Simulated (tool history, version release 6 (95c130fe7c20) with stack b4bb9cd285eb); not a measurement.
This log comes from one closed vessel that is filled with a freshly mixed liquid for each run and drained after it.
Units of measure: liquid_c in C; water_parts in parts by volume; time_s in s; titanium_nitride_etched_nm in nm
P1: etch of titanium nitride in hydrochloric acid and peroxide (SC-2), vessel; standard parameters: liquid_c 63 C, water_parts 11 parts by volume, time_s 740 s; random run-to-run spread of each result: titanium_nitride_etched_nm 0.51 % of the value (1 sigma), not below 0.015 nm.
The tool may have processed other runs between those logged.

run   hour  liquid_c  water_parts  time_s  hours since the thermometer was replaced  hours since the chemicals flow meter was replaced  hours since the drum of peroxide was connected  titanium_nitride_etched_nm
  1    9.6        63           11     740                                    1457.3                                                927                                           742.4                      46.329
  2   26.4        63           11     105                                    1474.1                                              943.8                                           759.2                      6.6142
  3   37.1        63           11     740                                    1484.8                                              954.5                                           769.9                      46.373
  4   47.5        63           11     740                                    1495.2                                              964.9                                           780.3                      46.242
  5     56        63            4     740                                    1503.7                                              973.4                                           788.8                      100.32
  6   71.6        63           11     740                                    1519.3                                                989                                           804.4                      46.942
  7   85.5      52.5         14.5     740                                    1533.2                                             1002.9                                           818.3                      18.766
  8  100.8      47.5           11     740                                    1548.5                                             1018.2                                           833.6                      17.172
  9    109        63           19     740                                    1556.7                                             1026.4                                           841.8                      28.711
 10  127.2        72           11     740                                    1574.9                                             1044.6                                             860                      79.907
 11  139.6        63           11    1390                                    1587.3                                               1057                                           872.4                      87.746
 12    149      52.5           11    1055                                    1596.7                                             1066.4                                           881.8                      34.025

What will run 13 give?
 13  159.5        63            5    1125                                    1607.2                                             1076.9                                           892.3                           ?

titanium_nitride_etched_nm: 130.89 nm
